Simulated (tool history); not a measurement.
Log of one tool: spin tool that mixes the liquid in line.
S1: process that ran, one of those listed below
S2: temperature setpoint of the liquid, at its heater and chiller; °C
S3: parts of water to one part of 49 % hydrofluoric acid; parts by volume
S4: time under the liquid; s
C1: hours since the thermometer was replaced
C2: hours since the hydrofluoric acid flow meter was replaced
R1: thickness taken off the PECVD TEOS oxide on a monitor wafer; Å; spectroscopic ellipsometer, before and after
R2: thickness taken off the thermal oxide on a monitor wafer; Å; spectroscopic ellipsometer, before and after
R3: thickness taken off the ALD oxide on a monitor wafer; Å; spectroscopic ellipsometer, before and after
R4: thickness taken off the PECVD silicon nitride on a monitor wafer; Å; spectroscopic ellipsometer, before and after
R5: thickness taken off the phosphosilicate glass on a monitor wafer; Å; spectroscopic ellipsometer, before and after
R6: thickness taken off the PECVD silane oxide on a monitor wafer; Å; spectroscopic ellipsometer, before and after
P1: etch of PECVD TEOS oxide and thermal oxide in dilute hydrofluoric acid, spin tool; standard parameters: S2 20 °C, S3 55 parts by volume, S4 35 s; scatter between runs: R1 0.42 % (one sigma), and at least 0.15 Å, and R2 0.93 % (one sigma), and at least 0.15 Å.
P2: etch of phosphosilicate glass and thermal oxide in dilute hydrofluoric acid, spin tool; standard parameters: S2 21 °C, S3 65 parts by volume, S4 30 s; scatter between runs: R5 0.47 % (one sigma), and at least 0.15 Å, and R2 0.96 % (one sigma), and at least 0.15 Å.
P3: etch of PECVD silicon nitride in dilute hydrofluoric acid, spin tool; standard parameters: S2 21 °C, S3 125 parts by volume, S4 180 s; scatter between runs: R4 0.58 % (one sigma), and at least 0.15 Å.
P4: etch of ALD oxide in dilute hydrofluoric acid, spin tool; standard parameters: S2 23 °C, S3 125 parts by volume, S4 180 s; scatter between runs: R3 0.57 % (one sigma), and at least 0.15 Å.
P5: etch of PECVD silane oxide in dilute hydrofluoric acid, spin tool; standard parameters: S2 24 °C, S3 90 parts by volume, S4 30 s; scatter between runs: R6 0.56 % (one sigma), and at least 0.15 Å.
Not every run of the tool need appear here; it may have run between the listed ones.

| run | hour | S1 | S2 | S3 | S4 | C1 | C2 | R1 | R2 | R3 | R4 | R5 | R6 |
|---|---|---|---|---|---|---|---|---|---|---|---|---|---|
| 1 | 13.4 | P1 | 20 | 55 | 35 | 1925.4 | 113.7 | 128.57 | 27.552 |  |  |  |  |
| 2 | 21.3 | P4 | 23 | 125 | 180 | 1933.3 | 121.6 |  |  | 186.45 |  |  |  |
| 3 | 32 | P3 | 21 | 125 | 180 | 1944 | 132.3 |  |  |  | 38.927 |  |  |
| 4 | 43.6 | P2 | 21 | 65 | 30 | 1955.6 | 143.9 |  | 20.413 |  |  | 656.43 |  |
| 5 | 57.5 | P1 | 27.5 | 55 | 35 | 1969.5 | 157.8 | 173.98 | 38.414 |  |  |  |  |
| 6 | 68.5 | P4 | 17.5 | 125 | 180 | 1980.5 | 168.8 |  |  | 148.64 |  |  |  |
| 7 | 83.7 | P5 | 24 | 20 | 30 | 1995.7 | 184 |  |  |  |  |  | 464.8 |
| 8 | 91 | P5 | 24 | 90 | 30 | 2003 | 191.3 |  |  |  |  |  | 93.68 |
| 9 | 98.4 | P1 | 20 | 55 | 35 | 2010.4 | 198.7 | 128.3 | 27.614 |  |  |  |  |
| 10 | 110.8 | P1 | 20 | 55 | 35 | 2022.8 | 211.1 | 127.88 | 28.412 |  |  |  |  |
| 11 | 125.2 | P2 | 21 | 100 | 30 | 2037.2 | 225.5 |  | 12.995 |  |  | 407.12 |  |
| 12 | 134.1 | P1 | 20 | 55 | 35 | 2046.1 | 234.4 | 127.2 | 27.796 |  |  |  |  |
| 13 | 143.2 | P1 | 20 | 55 | 15 | 2055.2 | 243.5 | 54.283 | 12.186 |  |  |  |  |
| 14 | 154.7 | P1 | 17 | 55 | 35 | 2066.7 | 255 | 112.26 | 24.765 |  |  |  |  |
| 15 | 169.5 | P4 | 23 | 220 | 180 | 2081.5 | 269.8 |  |  | 95.668 |  |  |  |
| 16 | 178.5 | P1 | 20 | 20 | 35 | 2090.5 | 278.8 | 367.74 | 79.681 |  |  |  |  |
| 17 | 191.2 | P1 | 20 | 80 | 35 | 2103.2 | 291.5 | 84.627 | 18.798 |  |  |  |  |
| 18 | 203 | P3 | 21 | 125 | 75 | 2115 | 303.3 |  |  |  | 16.014 |  |  |
| 19 | 215.8 | P3 | 21 | 180 | 180 | 2127.8 | 316.1 |  |  |  | 26.851 |  |  |
| 20 | 223.7 | P1 | 20 | 55 | 35 | 2135.7 | 324 | 127.57 | 27.797 |  |  |  |  |
| 21 | 236.4 | P2 | 21 | 65 | 60 | 2148.4 | 336.7 |  | 41.112 |  |  | 1306.7 |  |
| 22 | 251.4 | P1 | 26 | 55 | 15 | 2163.4 | 351.7 | 69.864 | 15.169 |  |  |  |  |
| 23 | 260.7 | P5 | 27.5 | 90 | 30 | 2172.7 | 361 |  |  |  |  |  | 108.88 |
| 24 | 271.5 | P3 | 17 | 125 | 180 | 2183.5 | 371.8 |  |  |  | 29.387 |  |  |
| 25 | 284.4 | P5 | 24 | 90 | 15 | 2196.4 | 384.7 |  |  |  |  |  | 47.438 |
| 26 | 296.9 | P4 | 23 | 125 | 50 | 2208.9 | 397.2 |  |  | 52.242 |  |  |  |
| 27 | 309.1 | P1 | 20 | 55 | 35 | 2221.1 | 409.4 | 128.23 | 28.331 |  |  |  |  |
| 28 | 320.6 | P1 | 17 | 55 | 60 | 2232.6 | 420.9 | 192.94 | 42.487 |  |  |  |  |
| 29 | 330 | P3 | 21 | 125 | 180 | 2242 | 430.3 |  |  |  | 38.467 |  |  |
| 30 | 342.6 | P2 | 25 | 65 | 30 | 2254.6 | 442.9 |  | 24.208 |  |  | 773.29 |  |
| 31 | 354.7 | P1 | 20 | 55 | 70 | 2266.7 | 455 | 256.15 | 55.955 |  |  |  |  |
| 32 | 369.2 | P1 | 20 | 55 | 35 | 2281.2 | 469.5 | 127.63 | 28.293 |  |  |  |  |
| 33 | 381.4 | P1 | 20 | 55 | 35 | 2293.4 | 481.7 | 124.4 | 27.5 |  |  |  |  |
| 34 | 395 | P1 | 20 | 55 | 35 | 2307 | 495.3 | 121.92 | 26.211 |  |  |  |  |
| 35 | 404.1 | P1 | 20 | 55 | 35 | 2316.1 | 504.4 | 120.72 | 26.13 |  |  |  |  |
| 36 | 419.4 | P1 | 20 | 55 | 35 | 2331.4 | 519.7 | 119.65 | 26.005 |  |  |  |  |
| 37 | 427.1 | P1 | 20 | 55 | 35 | 2339.1 | 527.4 | 118.16 | 26.224 |  |  |  |  |
| 38 | 436.8 | P1 | 20 | 55 | 35 | 2348.8 | 537.1 | 118.57 | 25.801 |  |  |  |  |
| 39 | 444.3 | P1 | 20 | 55 | 35 | 2356.3 | 544.6 | 117.59 | 26.612 |  |  |  |  |
| 40 | 456.4 | P1 | 20 | 55 | 35 | 2368.4 | 556.7 | 117.66 | 26.243 |  |  |  |  |
| 41 | 467.7 | P1 | 20 | 55 | 35 | 2379.7 | 568 | 116.22 | 25.859 |  |  |  |  |

Predict the results of run 42:
| 42 | 479 | P1 | 20 | 55 | 35 | 2391 | 579.3 | ? | ? |  |  |  |  |

For run 42 the tool returned R1 117.76 Å, R2 25.555 Å.
